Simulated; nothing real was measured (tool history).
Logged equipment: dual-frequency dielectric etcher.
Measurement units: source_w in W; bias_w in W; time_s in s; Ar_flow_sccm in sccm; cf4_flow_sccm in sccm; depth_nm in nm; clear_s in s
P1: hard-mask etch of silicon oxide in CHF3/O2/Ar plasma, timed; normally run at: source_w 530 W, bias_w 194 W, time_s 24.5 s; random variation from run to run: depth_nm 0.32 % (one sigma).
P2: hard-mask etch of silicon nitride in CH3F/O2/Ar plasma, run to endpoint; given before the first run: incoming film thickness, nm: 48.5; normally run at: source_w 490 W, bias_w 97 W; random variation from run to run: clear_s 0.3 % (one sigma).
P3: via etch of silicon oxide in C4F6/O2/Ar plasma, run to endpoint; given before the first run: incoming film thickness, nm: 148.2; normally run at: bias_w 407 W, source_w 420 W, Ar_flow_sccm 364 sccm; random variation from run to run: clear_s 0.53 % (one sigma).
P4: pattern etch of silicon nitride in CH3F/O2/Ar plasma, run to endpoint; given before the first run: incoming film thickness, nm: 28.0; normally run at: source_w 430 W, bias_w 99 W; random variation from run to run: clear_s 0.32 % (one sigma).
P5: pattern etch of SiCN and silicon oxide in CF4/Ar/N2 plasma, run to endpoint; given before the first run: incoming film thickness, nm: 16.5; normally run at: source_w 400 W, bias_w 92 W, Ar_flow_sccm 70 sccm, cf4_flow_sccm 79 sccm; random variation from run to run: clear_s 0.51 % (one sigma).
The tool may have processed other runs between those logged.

| run | hour | process | source_w | bias_w | time_s | Ar_flow_sccm | cf4_flow_sccm | hours since the last wet clean | hours since the last source power generator calibration | hours since the last bias power generator calibration | depth_nm | clear_s |
|---|---|---|---|---|---|---|---|---|---|---|---|---|
| 1 | 6.1 | P1 | 530 | 194 | 24.5 |  |  | 288.7 | 1766.3 | 1763.0 | 47.622 |  |
| 2 | 12.4 | P1 | 530 | 194 | 24.5 |  |  | 295.0 | 1772.6 | 1769.3 | 47.384 |  |
| 3 | 18.5 | P1 | 440 | 194 | 14.0 |  |  | 301.1 | 1778.7 | 1775.4 | 25.279 |  |
| 4 | 24.0 | P4 | 430 | 80 |  |  |  | 306.6 | 1784.2 | 1780.9 |  | 38.185 |
| 5 | 30.1 | P1 | 400 | 194 | 24.5 |  |  | 312.7 | 1790.3 | 1787.0 | 43.101 |  |
| 6 | 36.7 | P1 | 530 | 194 | 24.5 |  |  | 319.3 | 1796.9 | 1793.6 | 47.464 |  |
| 7 | 41.6 | P1 | 530 | 194 | 24.5 |  |  | 324.2 | 1801.8 | 1798.5 | 47.536 |  |
| 8 | 46.4 | P3 | 420 | 407 |  | 364 |  | 329.0 | 1806.6 | 1803.3 |  | 34.905 |
| 9 | 50.3 | P1 | 680 | 194 | 32.5 |  |  | 332.9 | 1810.5 | 1807.2 | 69.353 |  |
| 10 | 58.1 | P1 | 530 | 194 | 13.5 |  |  | 340.7 | 1818.3 | 1815.0 | 26.277 |  |
| 11 | 62.8 | P3 | 420 | 407 |  | 456 |  | 345.4 | 1823.0 | 1819.7 |  | 35.610 |
| 12 | 67.0 | P3 | 570 | 407 |  | 364 |  | 349.6 | 1827.2 | 1823.9 |  | 30.988 |
| 13 | 74.4 | P5 | 400 | 92 |  | 70 | 79 | 357.0 | 1834.6 | 1831.3 |  | 17.518 |
| 14 | 81.3 | P5 | 400 | 113 |  | 70 | 79 | 363.9 | 1841.5 | 1838.2 |  | 16.436 |
| 15 | 88.5 | P5 | 400 | 92 |  | 70 | 108 | 371.1 | 1848.7 | 1845.4 |  | 17.097 |
| 16 | 96.9 | P5 | 400 | 92 |  | 51 | 79 | 379.5 | 1857.1 | 1853.8 |  | 17.247 |
| 17 | 103.4 | P3 | 420 | 240 |  | 364 |  | 386.0 | 1863.6 | 1860.3 |  | 41.842 |
| 18 | 109.6 | P2 | 490 | 124 |  |  |  | 392.2 | 1869.8 | 1866.5 |  | 52.969 |
| 19 | 113.9 | P2 | 400 | 97 |  |  |  | 396.5 | 1874.1 | 1870.8 |  | 62.018 |
| 20 | 122.5 | P4 | 280 | 99 |  |  |  | 405.1 | 1882.7 | 1879.4 |  | 41.700 |
| 21 | 129.7 | P4 | 430 | 99 |  |  |  | 412.3 | 1889.9 | 1886.6 |  | 35.551 |
| 22 | 137.0 | P1 | 530 | 194 | 24.5 |  |  | 419.6 | 1897.2 | 1893.9 | 47.500 |  |
| 23 | 141.0 | P2 | 490 | 97 |  |  |  | 423.6 | 1901.2 | 1897.9 |  | 57.852 |
| 24 | 149.0 | P1 | 530 | 114 | 24.5 |  |  | 431.6 | 1909.2 | 1905.9 | 39.821 |  |
| 25 | 155.6 | P1 | 530 | 194 | 30.5 |  |  | 438.2 | 1915.8 | 1912.5 | 59.383 |  |
| 26 | 160.7 | P1 | 530 | 257 | 24.5 |  |  | 443.3 | 1920.9 | 1917.6 | 52.927 |  |
| 27 | 169.1 | P5 | 240 | 92 |  | 70 | 79 | 451.7 | 1929.3 | 1926.0 |  | 27.537 |
| 28 | 175.0 | P4 | 430 | 99 |  |  |  | 457.6 | 1935.2 | 1931.9 |  | 35.476 |
| 29 | 183.6 | P1 | 530 | 194 | 24.5 |  |  | 466.2 | 1943.8 | 1940.5 | 47.423 |  |
| 30 | 189.5 | P5 | 400 | 92 |  | 70 | 79 | 472.1 | 1949.7 | 1946.4 |  | 17.693 |
| 31 | 196.3 | P1 | 670 | 194 | 24.5 |  |  | 478.9 | 1956.5 | 1953.2 | 52.120 |  |
| 32 | 200.2 | P1 | 530 | 194 | 24.5 |  |  | 482.8 | 1960.4 | 1957.1 | 47.996 |  |
| 33 | 207.9 | P1 | 530 | 194 | 24.5 |  |  | 490.5 | 1968.1 | 1964.8 | 47.868 |  |
| 34 | 213.5 | P1 | 530 | 194 | 24.5 |  |  | 496.1 | 1973.7 | 1970.4 | 48.191 |  |
| 35 | 218.1 | P1 | 530 | 194 | 24.5 |  |  | 500.7 | 1978.3 | 1975.0 | 48.205 |  |
| 36 | 225.1 | P1 | 530 | 194 | 24.5 |  |  | 507.7 | 1985.3 | 1982.0 | 48.201 |  |
|  | 229.6 | wet clean of the chamber |
| 37 | 233.6 | P1 | 530 | 194 | 24.5 |  |  | 4.1 | 1993.8 | 1990.5 | 48.410 |  |
| 38 | 241.0 | P1 | 530 | 194 | 24.5 |  |  | 11.5 | 2001.2 | 1997.9 | 48.328 |  |
| 39 | 244.9 | P1 | 530 | 194 | 24.5 |  |  | 15.4 | 2005.1 | 2001.8 | 48.471 |  |

The log shows P1 creeping away from where it was. Any of the 2 causes listed here, at the size stated for it, fits the log just as well as the others:
A: source power that arrives over what is set, % = 4.25
B: bias power that arrives over what is set, % = 4.69
The process output started creeping at around hour 207.9.
All other causes, with the reason each is excluded:
chamber walls in a state that raises the etch rate, %: serviced at hour 229.6, after the change had begun; the process did not return to its earlier output

The 4 check runs listed below each average the results of 3 wafers, and their outcomes are marked with question marks. Under which run would the listed causes produce clearly different results?
| check 1 | 248.8 | P2 | 490 | 97 |  |  |  |  |  |  |  | ? |
| check 2 | 248.8 | P4 | 430 | 99 |  |  |  |  |  |  |  | ? |
| check 3 | 248.8 | P3 | 420 | 407 |  | 364 |  |  |  |  |  | ? |
| check 4 | 248.8 | P5 | 400 | 92 |  | 70 | 79 |  |  |  |  | ? |

Predicted outcomes, by check and by cause:
| check | result | if A | if B |
|---|---|---|---|
| check 1 | clear_s | 56.956 | 56.900 |
| check 2 | clear_s | 34.871 | 34.827 |
| check 3 | clear_s | 34.292 | 34.254 |
| check 4 | clear_s | 17.015 | 17.381 |
Per-check spread between the two closest causes, in the result where they differ most: check 1 0.1 %; check 2 0.12 %; check 3 0.11 %; check 4 2.13 %
Of the check runs offered, only check 4 discriminates between the causes; the rest would read about the same regardless of which cause applies.

Running check 4 produced the following: clear_s 16.998 s. Which one of the listed causes fits?

The correct cause is A, namely: source power that arrives over what is set, %.
